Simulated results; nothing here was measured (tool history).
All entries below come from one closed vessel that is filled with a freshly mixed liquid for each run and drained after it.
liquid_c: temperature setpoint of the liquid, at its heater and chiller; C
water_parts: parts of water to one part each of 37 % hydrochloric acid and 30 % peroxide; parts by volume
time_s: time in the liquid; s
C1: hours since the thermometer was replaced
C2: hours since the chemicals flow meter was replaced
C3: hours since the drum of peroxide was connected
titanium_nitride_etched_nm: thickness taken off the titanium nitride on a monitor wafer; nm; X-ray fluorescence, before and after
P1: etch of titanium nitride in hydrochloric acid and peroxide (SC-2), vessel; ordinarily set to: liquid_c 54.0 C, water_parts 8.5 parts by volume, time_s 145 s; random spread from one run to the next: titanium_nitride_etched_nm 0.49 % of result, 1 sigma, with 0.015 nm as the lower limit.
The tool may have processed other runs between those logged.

Run 1, hour 11.5: liquid_c 54.0 C, water_parts 8.5 parts by volume, time_s 145 s; C1 1923.1; C2 1123.1; C3 464.5. Result: titanium_nitride_etched_nm 9.3531 nm.
Run 2, hour 20.2: liquid_c 54.0 C, water_parts 8.5 parts by volume, time_s 145 s; C1 1931.8; C2 1131.8; C3 473.2. Result: titanium_nitride_etched_nm 9.3384 nm.
Run 3, hour 27.8: liquid_c 54.0 C, water_parts 8.5 parts by volume, time_s 145 s; C1 1939.4; C2 1139.4; C3 480.8. Result: titanium_nitride_etched_nm 9.3089 nm.
Run 4, hour 38.4: liquid_c 54.0 C, water_parts 14.5 parts by volume, time_s 145 s; C1 1950.0; C2 1150.0; C3 491.4. Result: titanium_nitride_etched_nm 5.9894 nm.
Run 5, hour 49.7: liquid_c 54.0 C, water_parts 8.5 parts by volume, time_s 145 s; C1 1961.3; C2 1161.3; C3 502.7. Result: titanium_nitride_etched_nm 9.3635 nm.
Run 6, hour 61.4: liquid_c 70.0 C, water_parts 8.5 parts by volume, time_s 145 s; C1 1973.0; C2 1173.0; C3 514.4. Result: titanium_nitride_etched_nm 25.3780 nm.
Run 7, hour 71.9: liquid_c 38.0 C, water_parts 8.5 parts by volume, time_s 145 s; C1 1983.5; C2 1183.5; C3 524.9. Result: titanium_nitride_etched_nm 3.1615 nm.
Run 8, hour 82.3: liquid_c 54.0 C, water_parts 12.0 parts by volume, time_s 210 s; C1 1993.9; C2 1193.9; C3 535.3. Result: titanium_nitride_etched_nm 10.1870 nm.
Run 9, hour 87.7: liquid_c 41.0 C, water_parts 8.5 parts by volume, time_s 235 s; C1 1999.3; C2 1199.3; C3 540.7. Result: titanium_nitride_etched_nm 6.3143 nm.
Run 10, hour 94.3: liquid_c 54.0 C, water_parts 8.5 parts by volume, time_s 30 s; C1 2005.9; C2 1205.9; C3 547.3. Result: titanium_nitride_etched_nm 1.9528 nm.
Run 11, hour 104.8: liquid_c 54.0 C, water_parts 4.0 parts by volume, time_s 145 s; C1 2016.4; C2 1216.4; C3 557.8. Result: titanium_nitride_etched_nm 16.5150 nm.
Run 12, hour 113.7: liquid_c 54.0 C, water_parts 8.5 parts by volume, time_s 240 s; C1 2025.3; C2 1225.3; C3 566.7. Result: titanium_nitride_etched_nm 15.4220 nm.
Run 13, hour 122.7: liquid_c 47.5 C, water_parts 8.5 parts by volume, time_s 30 s; C1 2034.3; C2 1234.3; C3 575.7. Result: titanium_nitride_etched_nm 1.2808 nm.
Run 14, hour 132.9: liquid_c 54.0 C, water_parts 8.5 parts by volume, time_s 145 s; C1 2044.5; C2 1244.5; C3 585.9. Result: titanium_nitride_etched_nm 9.2788 nm.
Run 15, hour 141.5: liquid_c 54.0 C, water_parts 8.5 parts by volume, time_s 145 s; C1 2053.1; C2 1253.1; C3 594.5. Result: titanium_nitride_etched_nm 9.4340 nm.
Run 16, hour 151.1: liquid_c 54.0 C, water_parts 8.5 parts by volume, time_s 145 s; C1 2062.7; C2 1262.7; C3 604.1. Result: titanium_nitride_etched_nm 9.4511 nm.
Run 17, hour 159.1: liquid_c 54.0 C, water_parts 8.5 parts by volume, time_s 145 s; C1 2070.7; C2 1270.7; C3 612.1. Result: titanium_nitride_etched_nm 9.1350 nm.
Run 18, hour 167.9: liquid_c 54.0 C, water_parts 8.5 parts by volume, time_s 145 s; C1 2079.5; C2 1279.5; C3 620.9. Result: titanium_nitride_etched_nm 8.8796 nm.
Run 19, hour 177.6: liquid_c 54.0 C, water_parts 8.5 parts by volume, time_s 145 s; C1 2089.2; C2 1289.2; C3 630.6. Result: titanium_nitride_etched_nm 8.6760 nm.
At hour 179.8: new drum of peroxide connected.
Run 20, hour 189.3: liquid_c 54.0 C, water_parts 8.5 parts by volume, time_s 145 s; C1 2100.9; C2 1300.9; C3 9.5. Result: titanium_nitride_etched_nm 8.5854 nm.
Run 21, hour 196.6: liquid_c 54.0 C, water_parts 8.5 parts by volume, time_s 145 s; C1 2108.2; C2 1308.2; C3 16.8. Result: titanium_nitride_etched_nm 8.6666 nm.
Run 22, hour 208.6: liquid_c 54.0 C, water_parts 8.5 parts by volume, time_s 145 s; C1 2120.2; C2 1320.2; C3 28.8. Result: titanium_nitride_etched_nm 8.5108 nm.
Run 23, hour 214.5: liquid_c 54.0 C, water_parts 8.5 parts by volume, time_s 145 s; C1 2126.1; C2 1326.1; C3 34.7. Result: titanium_nitride_etched_nm 8.5457 nm.
Run 24, hour 222.1: liquid_c 54.0 C, water_parts 8.5 parts by volume, time_s 145 s; C1 2133.7; C2 1333.7; C3 42.3. Result: titanium_nitride_etched_nm 8.5064 nm.

The output of P1 has drifted from where it used to be. Each of the 2 causes below, taken at the size shown beside it, accounts for the log equally well:
A: chemicals flow below the setpoint (%) = 10.9
B: liquid colder than its thermometer reads (K) = 1.45
At approximately hour 151.1, the process output began to creep.
All other causes, with the reason each is excluded:
peroxide weaker than its label (%): work on it at hour 179.8, done after the drift set in, did not restore what the process gave before

Consider the 4 check runs below, whose results appear as question marks and each of which averages 3 wafers. Which one distinguishes the causes, in that each cause would give it a clearly different result?
Run check 1, hour 229.7: liquid_c 65.0 C, water_parts 8.5 parts by volume, time_s 235 s. Result: titanium_nitride_etched_nm ?.
Run check 2, hour 229.7: liquid_c 43.5 C, water_parts 8.5 parts by volume, time_s 30 s. Result: titanium_nitride_etched_nm ?.
Run check 3, hour 229.7: liquid_c 40.0 C, water_parts 11.5 parts by volume, time_s 145 s. Result: titanium_nitride_etched_nm ?.
Run check 4, hour 229.7: liquid_c 44.0 C, water_parts 4.0 parts by volume, time_s 145 s. Result: titanium_nitride_etched_nm ?.

Expected result of each check under each candidate cause:
  check                      result      if A      if B
check 1  titanium_nitride_etched_nm  27.59200  27.75200
check 2  titanium_nitride_etched_nm   0.87029   0.86447
check 3  titanium_nitride_etched_nm   2.54680   2.53590
check 4  titanium_nitride_etched_nm   7.74450   7.57230
Gap, in per cent, between the two causes that each check separates least, read from the result that separates them most: check 1 0.58 %; check 2 0.67 %; check 3 0.43 %; check 4 2.25 %
Check 4 tells the causes apart: in the others they would give nearly the same result.

With check 4 done, the readings were: titanium_nitride_etched_nm 7.58700 nm. Identify which of the listed causes applies.

B is the cause: liquid colder than its thermometer reads (K).
